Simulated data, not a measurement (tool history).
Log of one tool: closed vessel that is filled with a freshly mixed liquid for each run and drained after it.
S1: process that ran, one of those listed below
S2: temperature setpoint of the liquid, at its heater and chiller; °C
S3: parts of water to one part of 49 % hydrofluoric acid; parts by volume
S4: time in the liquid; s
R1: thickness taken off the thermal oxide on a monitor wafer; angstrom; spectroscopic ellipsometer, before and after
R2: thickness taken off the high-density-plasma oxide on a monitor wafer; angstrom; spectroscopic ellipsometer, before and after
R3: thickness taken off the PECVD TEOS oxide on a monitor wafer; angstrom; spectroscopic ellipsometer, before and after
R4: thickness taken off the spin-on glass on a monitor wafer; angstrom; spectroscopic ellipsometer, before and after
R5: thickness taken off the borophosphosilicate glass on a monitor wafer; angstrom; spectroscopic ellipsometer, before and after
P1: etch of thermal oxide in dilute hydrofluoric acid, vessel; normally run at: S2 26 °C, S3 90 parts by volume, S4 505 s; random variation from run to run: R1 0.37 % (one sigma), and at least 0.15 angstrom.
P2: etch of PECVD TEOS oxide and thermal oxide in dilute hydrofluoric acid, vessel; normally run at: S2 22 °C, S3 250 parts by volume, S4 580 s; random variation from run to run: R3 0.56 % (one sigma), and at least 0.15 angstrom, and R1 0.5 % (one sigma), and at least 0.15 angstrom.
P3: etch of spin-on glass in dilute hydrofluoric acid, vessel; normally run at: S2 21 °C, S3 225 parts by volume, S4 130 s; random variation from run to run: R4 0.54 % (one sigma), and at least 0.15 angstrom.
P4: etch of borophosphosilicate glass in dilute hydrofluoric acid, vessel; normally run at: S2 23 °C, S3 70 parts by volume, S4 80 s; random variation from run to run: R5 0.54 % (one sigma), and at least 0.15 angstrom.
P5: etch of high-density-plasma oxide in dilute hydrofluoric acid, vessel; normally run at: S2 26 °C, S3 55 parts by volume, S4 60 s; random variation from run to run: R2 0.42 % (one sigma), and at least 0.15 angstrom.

Run 1, hour 3.5: S1 P1, S2 26 °C, S3 90 parts by volume, S4 505 s. Result: R1 272.69 angstrom.
Run 2, hour 5.6: S1 P5, S2 26 °C, S3 55 parts by volume, S4 30 s. Result: R2 44.868 angstrom.
Run 3, hour 9: S1 P1, S2 26 °C, S3 90 parts by volume, S4 505 s. Result: R1 270.37 angstrom.
Run 4, hour 13.3: S1 P2, S2 22 °C, S3 250 parts by volume, S4 80 s. Result: R1 11.571 angstrom, R3 47.24 angstrom.
Run 5, hour 15.5: S1 P3, S2 17 °C, S3 225 parts by volume, S4 130 s. Result: R4 182.62 angstrom.
Run 6, hour 18.6: S1 P4, S2 30.5 °C, S3 70 parts by volume, S4 80 s. Result: R5 502.92 angstrom.
Run 7, hour 21.9: S1 P5, S2 26 °C, S3 55 parts by volume, S4 60 s. Result: R2 88.585 angstrom.
Run 8, hour 24.2: S1 P1, S2 26 °C, S3 90 parts by volume, S4 505 s. Result: R1 271.62 angstrom.
Run 9, hour 28.4: S1 P1, S2 26 °C, S3 90 parts by volume, S4 505 s. Result: R1 270.01 angstrom.
Run 10, hour 31.3: S1 P3, S2 21 °C, S3 305 parts by volume, S4 130 s. Result: R4 144.14 angstrom.
Run 11, hour 34.6: S1 P3, S2 21 °C, S3 225 parts by volume, S4 205 s. Result: R4 335.06 angstrom.
Run 12, hour 38.6: S1 P1, S2 19.5 °C, S3 90 parts by volume, S4 790 s. Result: R1 323.59 angstrom.
Run 13, hour 43.1: S1 P1, S2 22 °C, S3 20 parts by volume, S4 505 s. Result: R1 1135.9 angstrom.
Run 14, hour 46.6: S1 P1, S2 26 °C, S3 30 parts by volume, S4 505 s. Result: R1 881.85 angstrom.
Run 15, hour 50.1: S1 P5, S2 26 °C, S3 25 parts by volume, S4 60 s. Result: R2 205.55 angstrom.
Run 16, hour 54: S1 P1, S2 18 °C, S3 90 parts by volume, S4 505 s. Result: R1 196.03 angstrom.
Run 17, hour 56.5: S1 P1, S2 26 °C, S3 125 parts by volume, S4 505 s. Result: R1 186.79 angstrom.
Run 18, hour 58.8: S1 P1, S2 31 °C, S3 90 parts by volume, S4 505 s. Result: R1 327.26 angstrom.
Run 19, hour 61: S1 P2, S2 29.5 °C, S3 250 parts by volume, S4 580 s. Result: R1 109.12 angstrom, R3 448.01 angstrom.
Run 20, hour 63: S1 P3, S2 21 °C, S3 225 parts by volume, S4 130 s. Result: R4 212.61 angstrom.
Run 21, hour 65.5: S1 P2, S2 22 °C, S3 440 parts by volume, S4 580 s. Result: R1 40.388 angstrom, R3 164.49 angstrom.
Run 22, hour 69.2: S1 P2, S2 22 °C, S3 250 parts by volume, S4 580 s. Result: R1 85.329 angstrom, R3 344.2 angstrom.
Run 23, hour 73.4: S1 P4, S2 23 °C, S3 70 parts by volume, S4 80 s. Result: R5 372.37 angstrom.
Run 24, hour 77.3: S1 P5, S2 18 °C, S3 55 parts by volume, S4 60 s. Result: R2 64.158 angstrom.
Run 25, hour 81.8: S1 P4, S2 23 °C, S3 70 parts by volume, S4 30 s. Result: R5 140.78 angstrom.
Run 26, hour 84.6: S1 P1, S2 26 °C, S3 90 parts by volume, S4 945 s. Result: R1 507.02 angstrom.
Run 27, hour 87.6: S1 P4, S2 23 °C, S3 20 parts by volume, S4 80 s. Result: R5 1394.7 angstrom.
Run 28, hour 90.5: S1 P1, S2 26 °C, S3 90 parts by volume, S4 505 s. Result: R1 269.55 angstrom.
Run 29, hour 92.6: S1 P1, S2 26 °C, S3 90 parts by volume, S4 225 s. Result: R1 120.84 angstrom.
Run 30, hour 96.9: S1 P1, S2 26 °C, S3 90 parts by volume, S4 505 s. Result: R1 269.78 angstrom.
Run 31, hour 100.7: S1 P1, S2 26 °C, S3 90 parts by volume, S4 505 s. Result: R1 269.04 angstrom.
Run 32, hour 102.7: S1 P1, S2 26 °C, S3 90 parts by volume, S4 505 s. Result: R1 274.54 angstrom.
Run 33, hour 105.5: S1 P1, S2 26 °C, S3 90 parts by volume, S4 505 s. Result: R1 280.93 angstrom.
Run 34, hour 109.7: S1 P1, S2 26 °C, S3 90 parts by volume, S4 505 s. Result: R1 286.21 angstrom.
Run 35, hour 113.7: S1 P1, S2 26 °C, S3 90 parts by volume, S4 505 s. Result: R1 288.39 angstrom.
Run 36, hour 117.9: S1 P1, S2 26 °C, S3 90 parts by volume, S4 505 s. Result: R1 289.37 angstrom.
Run 37, hour 121.2: S1 P1, S2 26 °C, S3 90 parts by volume, S4 505 s. Result: R1 291.78 angstrom.
Run 38, hour 124: S1 P1, S2 26 °C, S3 90 parts by volume, S4 505 s. Result: R1 292.82 angstrom.
Run 39, hour 126.4: S1 P1, S2 26 °C, S3 90 parts by volume, S4 505 s. Result: R1 294.26 angstrom.
Run 40, hour 129.4: S1 P1, S2 26 °C, S3 90 parts by volume, S4 505 s. Result: R1 293.6 angstrom.
Run 41, hour 133.7: S1 P1, S2 26 °C, S3 90 parts by volume, S4 505 s. Result: R1 293.14 angstrom.
Run 42, hour 138.2: S1 P1, S2 26 °C, S3 90 parts by volume, S4 505 s. Result: R1 295.08 angstrom.

What P1 gives has crept away from where it was. These 2 causes fit the log equally well, each at the size given:
A: hydrofluoric acid flow above the setpoint (%) = 7.77
B: liquid hotter than its thermometer reads (K) = 2.15
The creep began at about hour 100.7.

4 check runs are offered, each on 2 wafers whose results are averaged, their results left as question marks. Which one tells the causes apart?
Run check 1, hour 142.7: S1 P4, S2 29 °C, S3 35 parts by volume, S4 80 s. Result: R5 ?.
Run check 2, hour 142.7: S1 P2, S2 29 °C, S3 350 parts by volume, S4 580 s. Result: R1 ?, R3 ?.
Run check 3, hour 142.7: S1 P3, S2 17 °C, S3 225 parts by volume, S4 190 s. Result: R4 ?.
Run check 4, hour 142.7: S1 P5, S2 22 °C, S3 55 parts by volume, S4 35 s. Result: R2 ?.

What each check would give under each cause:
  check  result    if A    if B
check 1      R5    1081  1088.5
check 2      R1  77.047  74.466
check 2      R3  312.97  302.49
check 3      R4  290.16  288.48
check 4      R2   47.97  48.397
How far apart the two closest causes lie, in the result that separates them most: check 1 0.7 %; check 2 3.41 %; check 3 0.58 %; check 4 0.89 %
Only check 2 tells the causes apart: in the others they would give nearly the same result.

Then check 2 was run and gave: R1 74.673 angstrom; R3 300.21 angstrom. Which cause is it?

It is B: liquid hotter than its thermometer reads (K).

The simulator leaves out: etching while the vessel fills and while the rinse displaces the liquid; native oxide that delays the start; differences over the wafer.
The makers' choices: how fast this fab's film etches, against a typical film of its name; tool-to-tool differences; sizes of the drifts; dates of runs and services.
